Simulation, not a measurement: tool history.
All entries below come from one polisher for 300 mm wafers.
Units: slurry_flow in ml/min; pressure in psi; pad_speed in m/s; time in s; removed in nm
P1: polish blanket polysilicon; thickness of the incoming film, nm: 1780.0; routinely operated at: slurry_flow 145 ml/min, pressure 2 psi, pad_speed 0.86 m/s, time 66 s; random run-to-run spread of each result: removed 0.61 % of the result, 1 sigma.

run,hour,slurry_flow,pressure,pad_speed,time,removed
1,3,145,2,0.86,66,306.61
2,7.6,145,2,0.86,66,303.05
3,11.2,180,2,0.86,90,427.93
4,13.9,200,2,0.86,66,320.33
# hour 15.4: slurry nozzle cleaned
5,18.2,145,2.8,0.86,87,564.29
6,22.4,145,2,0.64,66,228.82
7,25.4,145,2,0.86,66,305.85
8,29.7,145,2,1.36,66,480.75
9,34.1,90,2,0.86,66,275.05
10,37.8,145,2,0.86,97,448.93
11,41.5,145,2,0.86,66,308.28
12,45.4,145,1.2,0.86,34,94.439
13,49.1,145,2,0.86,66,308.19
14,52.4,145,2,0.86,40,186.42
15,56.8,145,2.9,0.86,66,444.64
16,60,145,2,0.86,66,307.7
17,63.3,145,1.3,0.86,66,201.69
18,67.3,145,2,0.86,66,307.33
19,70.9,145,2,0.86,66,306.84
20,74.5,145,2,0.86,66,299.62
21,77.8,145,2,0.86,66,297.18
22,80.9,145,2,0.86,66,294.26
23,83.7,145,2,0.86,66,289.96
24,87.1,145,2,0.86,66,286.9
25,92.2,145,2,0.86,66,282.66
# hour 94.5: head pressure recalibrated
26,97.3,145,2,0.86,66,282.47
27,102.2,145,2,0.86,66,280.51
28,105.5,145,2,0.86,66,280.83
29,108.9,145,2,0.86,66,278.75
30,112.6,145,2,0.86,66,278.32

Compared with where it was, what P1 gives has crept away. Each cause listed below fits the log as well as the rest, at the size given for it:
A: slurry flow missing at the pad, % = 34.5
B: removal rate lost through wear of the pad, % = 8.8
The gradual shift began around hour 70.9.
All other causes, with the reason each is excluded:
head's pressure below its setpoint, %: serviced at hour 94.5, after the drift had started, without restoring the earlier output

4 check runs are offered, each on 3 wafers whose results are averaged, their results left as question marks. Which one tells the causes apart?
check 1,116.3,145,1.5,0.64,66,?
check 2,116.3,145,1.5,1.08,66,?
check 3,116.3,145,2,1.32,96,?
check 4,116.3,105,2,0.66,66,?

How each check would come out, cause by cause:
check,result,if A,if B
check 1,removed,156.26,156.26
check 2,removed,263.68,263.7
check 3,removed,625.02,625.06
check 4,removed,194.93,200.93
Gap, in per cent, between the two causes that each check separates least, read from the result that separates them most: check 1 0.01 %; check 2 0.01 %; check 3 0.01 %; check 4 3.03 %
Of the check runs offered, only check 4 discriminates between the causes; the rest would read about the same regardless of which cause applies.

Check 4 has now been run. It gave: removed 194.77 nm. Which of the candidate causes is it?

The correct cause is A, namely: slurry flow missing at the pad, %.
